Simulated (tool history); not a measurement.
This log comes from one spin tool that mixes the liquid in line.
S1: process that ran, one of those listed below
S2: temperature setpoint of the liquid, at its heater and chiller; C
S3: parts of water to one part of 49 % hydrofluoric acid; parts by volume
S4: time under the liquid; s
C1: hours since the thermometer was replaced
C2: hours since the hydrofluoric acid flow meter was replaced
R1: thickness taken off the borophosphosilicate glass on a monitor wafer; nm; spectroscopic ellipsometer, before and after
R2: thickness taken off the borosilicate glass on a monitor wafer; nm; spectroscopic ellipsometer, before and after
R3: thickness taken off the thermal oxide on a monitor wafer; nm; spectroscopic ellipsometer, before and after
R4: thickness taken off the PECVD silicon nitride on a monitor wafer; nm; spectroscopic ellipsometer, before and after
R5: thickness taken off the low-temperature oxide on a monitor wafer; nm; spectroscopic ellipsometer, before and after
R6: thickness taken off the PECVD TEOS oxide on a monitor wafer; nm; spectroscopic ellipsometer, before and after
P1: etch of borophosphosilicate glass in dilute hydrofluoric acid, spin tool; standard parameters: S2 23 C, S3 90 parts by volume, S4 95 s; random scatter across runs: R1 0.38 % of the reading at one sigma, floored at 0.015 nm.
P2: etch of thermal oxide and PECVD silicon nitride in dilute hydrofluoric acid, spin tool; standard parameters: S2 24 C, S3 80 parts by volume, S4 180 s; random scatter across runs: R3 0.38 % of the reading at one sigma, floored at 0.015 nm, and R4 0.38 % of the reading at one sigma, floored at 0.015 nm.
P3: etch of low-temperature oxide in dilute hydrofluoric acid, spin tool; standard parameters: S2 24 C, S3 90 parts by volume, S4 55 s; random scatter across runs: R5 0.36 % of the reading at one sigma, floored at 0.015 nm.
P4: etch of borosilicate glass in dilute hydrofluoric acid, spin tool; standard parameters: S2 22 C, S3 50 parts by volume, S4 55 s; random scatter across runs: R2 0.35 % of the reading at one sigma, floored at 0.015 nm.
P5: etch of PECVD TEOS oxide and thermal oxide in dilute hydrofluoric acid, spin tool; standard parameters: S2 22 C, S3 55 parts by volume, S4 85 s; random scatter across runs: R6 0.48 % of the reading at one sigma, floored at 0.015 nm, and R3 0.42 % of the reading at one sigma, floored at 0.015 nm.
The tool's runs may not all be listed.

run	hour	S1	S2	S3	S4	C1	C2	R1	R2	R3	R4	R5	R6
1	7.2	P1	23	90	95	385.6	109.1	39.84					
2	13.3	P4	22	50	15	391.7	115.2		7.4571				
3	18.5	P1	23	25	95	396.9	120.4	156.42					
4	29.4	P2	24	135	180	407.8	131.3			6.2395	3.0889		
5	39.3	P1	23	90	95	417.7	141.2	39.775					
6	46.6	P3	24	40	55	425	148.5					29.034	
7	54.9	P1	23	135	95	433.3	156.8	25.346					
8	63.9	P1	18.5	90	95	442.3	165.8	33.27					
9	69.3	P1	23	90	95	447.7	171.2	40.105					
10	79.4	P3	24	90	55	457.8	181.3					12.111	
11	86	P1	28	90	95	464.4	187.9	48.992					
12	95.8	P1	23	145	135	474.2	197.7	33.161					
13	106	P5	22	55	85	484.4	207.9			7.0119			12.774
14	114.4	P3	24	90	55	492.8	216.3					12.08	
15	120.8	P4	22	85	55	499.2	222.7		15.472				
16	125.7	P1	23	90	95	504.1	227.6	39.944					
17	131.5	P2	19	80	180	509.9	233.4			9.1133	3.7248		
18	140.6	P5	17	55	85	519	242.5			5.6636			10.419
19	149.8	P1	26.5	40	95	528.2	251.7	110.73					
20	155.7	P4	22	50	55	534.1	257.6		27.243				
21	165.7	P1	23	90	95	544.1	267.6	39.83					
22	175.2	P1	23	90	95	553.6	277.1	39.96					
23	180.9	P5	22	105	85	559.3	282.8			3.4761			6.412
24	188	P1	23	90	15	566.4	289.9	6.2705					
25	195.4	P1	17.5	130	95	573.8	297.3	21.061					

The next listed run, before its measurement:
26	203.4	P1	23	90	95	581.8	305.3	?					

Logged for run 26: R1 40.135 nm.

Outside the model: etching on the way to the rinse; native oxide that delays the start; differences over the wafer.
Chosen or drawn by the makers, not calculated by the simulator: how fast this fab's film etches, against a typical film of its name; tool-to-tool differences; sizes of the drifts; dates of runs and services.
